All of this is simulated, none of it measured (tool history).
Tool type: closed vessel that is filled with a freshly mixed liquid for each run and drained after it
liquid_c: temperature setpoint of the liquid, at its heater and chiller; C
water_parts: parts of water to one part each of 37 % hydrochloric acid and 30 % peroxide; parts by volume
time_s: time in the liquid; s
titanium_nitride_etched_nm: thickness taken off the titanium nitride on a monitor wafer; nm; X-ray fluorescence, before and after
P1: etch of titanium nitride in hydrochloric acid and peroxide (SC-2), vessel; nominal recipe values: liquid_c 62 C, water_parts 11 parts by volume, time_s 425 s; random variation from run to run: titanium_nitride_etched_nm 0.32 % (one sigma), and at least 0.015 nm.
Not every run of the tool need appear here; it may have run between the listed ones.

run,day,liquid_c,water_parts,time_s,hours since the thermometer was replaced,hours since the chemicals flow meter was replaced,hours since the drum of peroxide was connected,titanium_nitride_etched_nm
1,0.208,62,11,425,359.5,1060.3,201.2,31.923
2,0.462,62,19.5,425,365.6,1066.4,207.3,19.37
3,0.783,62,11,60,373.3,1074.1,215,4.4883
4,1.092,72,11,85,380.7,1081.5,222.4,11.622
5,1.304,62,11,425,385.8,1086.6,227.5,31.763
6,1.558,62,11,800,391.9,1092.7,233.6,59.768
7,1.858,62,4,425,399.1,1099.9,240.8,69.007
8,2.067,62,11,425,404.1,1104.9,245.8,31.779
9,2.275,62,11,425,409.1,1109.9,250.8,31.77

Run 10, settings as shown, results not yet in. Your forecast:
10,2.446,72,11,425,413.2,1114,254.9,?

titanium_nitride_etched_nm: 58.097 nm

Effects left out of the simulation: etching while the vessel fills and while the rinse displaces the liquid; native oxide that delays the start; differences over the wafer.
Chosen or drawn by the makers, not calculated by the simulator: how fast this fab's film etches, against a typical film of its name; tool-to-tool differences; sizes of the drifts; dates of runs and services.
